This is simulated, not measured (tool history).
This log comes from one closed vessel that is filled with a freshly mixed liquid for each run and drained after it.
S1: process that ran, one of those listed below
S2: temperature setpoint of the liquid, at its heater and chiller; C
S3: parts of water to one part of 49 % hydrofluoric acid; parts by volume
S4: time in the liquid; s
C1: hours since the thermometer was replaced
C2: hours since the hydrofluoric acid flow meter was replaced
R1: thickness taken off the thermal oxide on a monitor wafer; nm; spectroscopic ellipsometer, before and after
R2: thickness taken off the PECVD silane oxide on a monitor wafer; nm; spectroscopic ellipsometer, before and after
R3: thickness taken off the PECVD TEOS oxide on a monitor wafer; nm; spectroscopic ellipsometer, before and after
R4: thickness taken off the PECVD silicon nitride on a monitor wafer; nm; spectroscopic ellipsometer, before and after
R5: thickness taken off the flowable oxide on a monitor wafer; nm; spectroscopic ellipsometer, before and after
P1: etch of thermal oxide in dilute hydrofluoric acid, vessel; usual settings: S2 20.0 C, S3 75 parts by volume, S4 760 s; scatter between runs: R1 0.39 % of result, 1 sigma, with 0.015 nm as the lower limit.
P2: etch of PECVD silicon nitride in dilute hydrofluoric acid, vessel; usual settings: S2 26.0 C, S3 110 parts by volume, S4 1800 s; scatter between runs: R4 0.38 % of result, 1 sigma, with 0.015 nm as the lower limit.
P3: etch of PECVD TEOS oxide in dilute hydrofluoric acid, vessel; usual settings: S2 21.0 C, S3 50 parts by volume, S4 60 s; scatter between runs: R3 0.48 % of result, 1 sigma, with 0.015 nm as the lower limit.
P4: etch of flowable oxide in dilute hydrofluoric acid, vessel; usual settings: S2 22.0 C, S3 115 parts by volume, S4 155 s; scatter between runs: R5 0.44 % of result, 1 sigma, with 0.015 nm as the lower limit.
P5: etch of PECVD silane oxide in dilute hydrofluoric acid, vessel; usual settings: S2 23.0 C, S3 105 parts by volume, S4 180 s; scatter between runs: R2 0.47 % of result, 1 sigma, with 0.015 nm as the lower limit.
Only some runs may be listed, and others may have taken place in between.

run,day,S1,S2,S3,S4,C1,C2,R1,R2,R3,R4,R5
1,0.171,P1,20.0,75,760,933.8,1835.9,40.702,,,,
2,0.392,P5,23.0,105,180,939.1,1841.2,,38.824,,,
3,0.692,P3,21.0,50,60,946.3,1848.4,,,9.7964,,
4,1.038,P1,20.0,75,235,954.6,1856.7,12.458,,,,
5,1.400,P2,26.0,35,1800,963.3,1865.4,,,,99.154,
6,1.629,P4,17.0,115,155,968.8,1870.9,,,,,47.775
7,1.862,P2,26.0,110,3480,974.4,1876.5,,,,62.555,
8,2.221,P3,21.0,85,60,983.0,1885.1,,,5.5723,,
9,2.512,P1,17.0,75,760,990.0,1892.1,35.692,,,,
10,2.833,P1,20.0,110,760,997.7,1899.8,26.622,,,,
11,3.000,P1,20.0,20,760,1001.7,1903.8,160.650,,,,
12,3.346,P1,20.0,75,760,1010.0,1912.1,40.567,,,,
13,3.517,P2,17.5,110,1800,1014.1,1916.2,,,,18.365,
14,3.871,P1,25.0,75,760,1022.6,1924.7,50.048,,,,
15,4.046,P4,22.0,115,305,1026.8,1928.9,,,,,115.340
16,4.379,P5,23.0,170,180,1034.8,1936.9,,22.332,,,
17,4.700,P5,17.5,105,180,1042.5,1944.6,,31.174,,,
18,4.975,P4,22.0,195,155,1049.1,1951.2,,,,,31.390
19,5.158,P1,20.0,75,760,1053.5,1955.6,40.422,,,,
20,5.350,P1,20.0,75,1110,1058.1,1960.2,59.187,,,,
21,5.638,P5,23.0,105,325,1065.0,1967.1,,70.824,,,
22,6.000,P1,20.0,75,760,1073.7,1975.8,40.567,,,,
23,6.338,P2,26.0,110,1800,1081.8,1983.9,,,,32.337,
24,6.642,P4,22.0,115,155,1089.1,1991.2,,,,,58.189
25,6.933,P1,25.5,75,155,1096.1,1998.2,10.353,,,,
26,7.175,P3,21.0,50,60,1101.9,2004.0,,,9.7062,,
27,7.533,P3,26.5,50,60,1110.5,2012.6,,,12.3520,,
28,7.842,P2,26.0,110,1800,1117.9,2020.0,,,,32.042,
29,8.112,P3,21.0,50,100,1124.4,2026.5,,,16.3630,,
30,8.350,P1,20.0,75,760,1130.1,2032.2,40.728,,,,
31,8.579,P1,20.0,75,760,1135.6,2037.7,41.543,,,,

Run 32 is up next; what results do you expect?
32,8.921,P1,20.0,75,760,1143.8,2045.9,?,,,,

Run 32 yielded R1 41.938 nm.

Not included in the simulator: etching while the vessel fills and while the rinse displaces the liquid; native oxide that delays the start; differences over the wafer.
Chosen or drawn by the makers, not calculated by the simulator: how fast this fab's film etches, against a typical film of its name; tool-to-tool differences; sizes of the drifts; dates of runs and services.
